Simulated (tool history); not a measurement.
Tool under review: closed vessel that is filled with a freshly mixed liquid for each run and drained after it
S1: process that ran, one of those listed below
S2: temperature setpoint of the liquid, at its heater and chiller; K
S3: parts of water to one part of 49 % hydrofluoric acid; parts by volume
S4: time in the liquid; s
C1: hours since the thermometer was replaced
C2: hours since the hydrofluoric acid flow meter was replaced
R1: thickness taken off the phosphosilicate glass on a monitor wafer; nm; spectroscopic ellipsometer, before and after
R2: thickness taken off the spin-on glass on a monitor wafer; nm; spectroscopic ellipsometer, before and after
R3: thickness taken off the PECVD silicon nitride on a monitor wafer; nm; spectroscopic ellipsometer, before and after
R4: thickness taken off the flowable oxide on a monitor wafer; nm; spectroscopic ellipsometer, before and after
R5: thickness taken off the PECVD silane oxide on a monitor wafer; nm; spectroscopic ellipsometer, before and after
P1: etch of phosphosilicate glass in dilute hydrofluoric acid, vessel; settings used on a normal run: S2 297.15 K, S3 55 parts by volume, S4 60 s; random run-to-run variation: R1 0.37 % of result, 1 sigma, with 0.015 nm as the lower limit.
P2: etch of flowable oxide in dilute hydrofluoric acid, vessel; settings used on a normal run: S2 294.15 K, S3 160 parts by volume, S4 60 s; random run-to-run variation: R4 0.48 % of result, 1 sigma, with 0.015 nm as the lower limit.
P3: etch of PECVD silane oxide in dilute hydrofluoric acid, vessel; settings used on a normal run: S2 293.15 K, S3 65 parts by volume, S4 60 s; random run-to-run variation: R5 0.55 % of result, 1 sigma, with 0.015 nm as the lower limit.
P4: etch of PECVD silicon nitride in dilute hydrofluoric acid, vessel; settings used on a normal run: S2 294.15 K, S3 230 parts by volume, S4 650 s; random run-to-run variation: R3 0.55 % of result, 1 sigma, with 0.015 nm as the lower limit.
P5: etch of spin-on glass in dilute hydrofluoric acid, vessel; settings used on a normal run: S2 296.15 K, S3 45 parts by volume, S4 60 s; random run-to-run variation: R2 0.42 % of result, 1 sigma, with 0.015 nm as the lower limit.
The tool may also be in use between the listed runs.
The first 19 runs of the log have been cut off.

run	hour	S1	S2	S3	S4	C1	C2	R1	R2	R3	R4	R5
20	195.9	P1	297.15	55	105	81.3	327.6	243.75				
21	206.1	P3	293.15	40	60	91.5	337.8					24.478
22	219.4	P4	294.15	230	650	104.8	351.1			5.7992		
23	227.4	P2	294.15	70	60	112.8	359.1				35.539	
24	233.4	P5	296.15	20	60	118.8	365.1		221.11			
25	240.7	P3	290.15	65	60	126.1	372.4					12.702
26	253.4	P1	293.15	55	30	138.8	385.1	59.54				
27	264.1	P1	297.15	55	60	149.5	395.8	139.14				
28	272.1	P1	297.15	20	60	157.5	403.8	401.5				
29	284.8	P3	293.15	65	100	170.2	416.5					24.314
30	292.1	P4	301.15	230	650	177.5	423.8			8.9091		

The next listed run, before its measurement:
31	300	P1	297.15	55	60	185.4	431.7	?				

For run 31 the tool returned R1 140.38 nm.

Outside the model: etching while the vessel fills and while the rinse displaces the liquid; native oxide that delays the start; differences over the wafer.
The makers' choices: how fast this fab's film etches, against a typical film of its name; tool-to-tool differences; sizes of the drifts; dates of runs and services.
